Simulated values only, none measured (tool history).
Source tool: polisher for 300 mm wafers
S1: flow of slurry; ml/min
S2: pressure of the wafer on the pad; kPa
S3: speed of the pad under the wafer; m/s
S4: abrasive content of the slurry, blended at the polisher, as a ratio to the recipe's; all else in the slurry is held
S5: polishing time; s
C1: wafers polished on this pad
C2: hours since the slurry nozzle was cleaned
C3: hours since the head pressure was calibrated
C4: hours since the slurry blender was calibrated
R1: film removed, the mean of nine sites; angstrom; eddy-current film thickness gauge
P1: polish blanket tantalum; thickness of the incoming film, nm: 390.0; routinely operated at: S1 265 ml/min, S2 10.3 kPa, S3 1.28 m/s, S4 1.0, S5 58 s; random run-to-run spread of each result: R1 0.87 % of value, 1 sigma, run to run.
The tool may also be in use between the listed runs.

run	hour	S1	S2	S3	S4	S5	C1	C2	C3	C4	R1
1	6.2	265	10.3	1.28	1.0	58	377	488.7	1064.3	313.0	817.64
2	14.0	265	10.3	1.28	1.0	58	468	496.5	1072.1	320.8	821.09
3	23.0	265	10.3	1.28	1.0	58	572	505.5	1081.1	329.8	832.13
4	29.6	265	6.2	1.28	1.0	58	649	512.1	1087.7	336.4	487.33
5	39.8	265	10.3	1.28	1.0	87	767	522.3	1097.9	346.6	1251.30
6	48.5	265	10.3	1.28	1.0	58	868	531.0	1106.6	355.3	805.74
7	56.0	265	10.3	1.28	1.0	58	955	538.5	1114.1	362.8	826.83
8	62.6	265	13.8	1.88	1.0	58	1031	545.1	1120.7	369.4	1609.80
9	72.3	265	15.9	1.28	1.0	58	1144	554.8	1130.4	379.1	1265.60
10	79.5	265	10.3	1.28	0.5	58	1228	562.0	1137.6	386.3	639.46
11	84.5	265	10.3	0.70	1.0	58	1286	567.0	1142.6	391.3	444.46
12	92.7	265	10.3	1.28	1.3	58	1381	575.2	1150.8	399.5	882.23
13	102.3	265	10.3	1.28	1.0	29	1492	584.8	1160.4	409.1	411.64
14	112.6	385	10.3	1.28	1.0	58	1612	595.1	1170.7	419.4	844.76
15	123.3	265	10.3	1.28	1.0	58	1736	605.8	1181.4	430.1	825.83

Forecast run 16:
16	133.0	265	10.3	1.88	1.0	58	1848	615.5	1191.1	439.8	?

Run 16 came out at R1 1204.10 angstrom.
